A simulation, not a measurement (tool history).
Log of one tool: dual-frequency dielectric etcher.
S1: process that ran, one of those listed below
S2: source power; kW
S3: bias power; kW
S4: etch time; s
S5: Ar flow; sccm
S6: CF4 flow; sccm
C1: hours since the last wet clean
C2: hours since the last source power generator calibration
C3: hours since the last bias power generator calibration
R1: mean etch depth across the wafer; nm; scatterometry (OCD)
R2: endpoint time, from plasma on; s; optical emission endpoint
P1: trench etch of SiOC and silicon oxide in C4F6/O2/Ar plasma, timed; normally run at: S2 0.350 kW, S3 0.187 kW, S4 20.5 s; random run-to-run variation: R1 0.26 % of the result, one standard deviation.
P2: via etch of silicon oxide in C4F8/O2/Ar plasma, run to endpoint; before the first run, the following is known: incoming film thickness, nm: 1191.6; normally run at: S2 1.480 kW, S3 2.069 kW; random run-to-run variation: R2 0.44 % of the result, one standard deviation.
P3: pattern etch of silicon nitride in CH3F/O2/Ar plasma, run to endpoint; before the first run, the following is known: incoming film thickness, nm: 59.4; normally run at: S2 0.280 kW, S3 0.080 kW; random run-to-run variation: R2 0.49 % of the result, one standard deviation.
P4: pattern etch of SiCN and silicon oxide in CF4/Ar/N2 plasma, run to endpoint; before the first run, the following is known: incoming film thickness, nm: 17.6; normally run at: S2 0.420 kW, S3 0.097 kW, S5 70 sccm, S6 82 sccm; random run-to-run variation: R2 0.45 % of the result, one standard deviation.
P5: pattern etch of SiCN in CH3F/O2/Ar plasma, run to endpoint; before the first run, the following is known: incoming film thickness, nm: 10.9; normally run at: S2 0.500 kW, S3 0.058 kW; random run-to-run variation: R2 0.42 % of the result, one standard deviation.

run 1 hour=12.2 | S1=P1 S2=0.350 S3=0.187 S4=20.5 | C1=289.0 C2=1373.4 C3=2606.1 | R1=38.944
run 2 hour=21.7 | S1=P1 S2=0.350 S3=0.187 S4=12.0 | C1=298.5 C2=1382.9 C3=2615.6 | R1=22.762
run 3 hour=32.3 | S1=P1 S2=0.450 S3=0.120 S4=20.5 | C1=309.1 C2=1393.5 C3=2626.2 | R1=37.871
run 4 hour=45.7 | S1=P3 S2=0.280 S3=0.080 | C1=322.5 C2=1406.9 C3=2639.6 | R2=95.395
run 5 hour=52.0 | S1=P1 S2=0.350 S3=0.236 S4=20.5 | C1=328.8 C2=1413.2 C3=2645.9 | R1=42.273
run 6 hour=65.7 | S1=P4 S2=0.420 S3=0.097 S5=70 S6=82 | C1=342.5 C2=1426.9 C3=2659.6 | R2=18.312
run 7 hour=79.3 | S1=P4 S2=0.420 S3=0.097 S5=70 S6=82 | C1=356.1 C2=1440.5 C3=2673.2 | R2=18.394
run 8 hour=86.0 | S1=P4 S2=0.420 S3=0.058 S5=70 S6=82 | C1=362.8 C2=1447.2 C3=2679.9 | R2=21.590
run 9 hour=98.4 | S1=P1 S2=0.350 S3=0.134 S4=20.5 | C1=375.2 C2=1459.6 C3=2692.3 | R1=35.246
run 10 hour=110.8 | S1=P3 S2=0.160 S3=0.080 | C1=387.6 C2=1472.0 C3=2704.7 | R2=117.720
-- hour=113.3 wet clean of the chamber
run 11 hour=121.8 | S1=P5 S2=0.320 S3=0.058 | C1=8.5 C2=1483.0 C3=2715.7 | R2=33.219
run 12 hour=135.3 | S1=P5 S2=0.500 S3=0.037 | C1=22.0 C2=1496.5 C3=2729.2 | R2=32.348
run 13 hour=144.4 | S1=P2 S2=1.480 S3=2.069 | C1=31.1 C2=1505.6 C3=2738.3 | R2=265.950
run 14 hour=155.3 | S1=P1 S2=0.350 S3=0.187 S4=20.5 | C1=42.0 C2=1516.5 C3=2749.2 | R1=39.033
run 15 hour=162.9 | S1=P1 S2=0.480 S3=0.187 S4=11.5 | C1=49.6 C2=1524.1 C3=2756.8 | R1=24.815
run 16 hour=169.8 | S1=P4 S2=0.420 S3=0.097 S5=70 S6=106 | C1=56.5 C2=1531.0 C3=2763.7 | R2=17.821
run 17 hour=183.6 | S1=P1 S2=0.210 S3=0.187 S4=20.5 | C1=70.3 C2=1544.8 C3=2777.5 | R1=32.063
run 18 hour=196.4 | S1=P4 S2=0.420 S3=0.097 S5=98 S6=82 | C1=83.1 C2=1557.6 C3=2790.3 | R2=18.964
run 19 hour=209.7 | S1=P1 S2=0.420 S3=0.187 S4=20.5 | C1=96.4 C2=1570.9 C3=2803.6 | R1=41.891
run 20 hour=219.0 | S1=P2 S2=1.910 S3=2.069 | C1=105.7 C2=1580.2 C3=2812.9 | R2=240.790
run 21 hour=231.4 | S1=P1 S2=0.350 S3=0.187 S4=20.5 | C1=118.1 C2=1592.6 C3=2825.3 | R1=39.331
run 22 hour=238.5 | S1=P5 S2=0.500 S3=0.058 | C1=125.2 C2=1599.7 C3=2832.4 | R2=28.242
run 23 hour=251.4 | S1=P4 S2=0.310 S3=0.097 S5=70 S6=82 | C1=138.1 C2=1612.6 C3=2845.3 | R2=23.883
run 24 hour=257.6 | S1=P2 S2=1.480 S3=2.688 | C1=144.3 C2=1618.8 C3=2851.5 | R2=245.320
run 25 hour=266.8 | S1=P1 S2=0.350 S3=0.187 S4=30.0 | C1=153.5 C2=1628.0 C3=2860.7 | R1=57.315
run 26 hour=273.8 | S1=P1 S2=0.450 S3=0.187 S4=14.5 | C1=160.5 C2=1635.0 C3=2867.7 | R1=30.488
run 27 hour=285.7 | S1=P3 S2=0.280 S3=0.054 | C1=172.4 C2=1646.9 C3=2879.6 | R2=109.820

What does the tool deliver on the next run?
run 28 hour=294.1 | S1=P1 S2=0.350 S3=0.187 S4=20.5 | C1=180.8 C2=1655.3 C3=2888.0 | R1=?

Run 28 produced R1 39.069 nm.
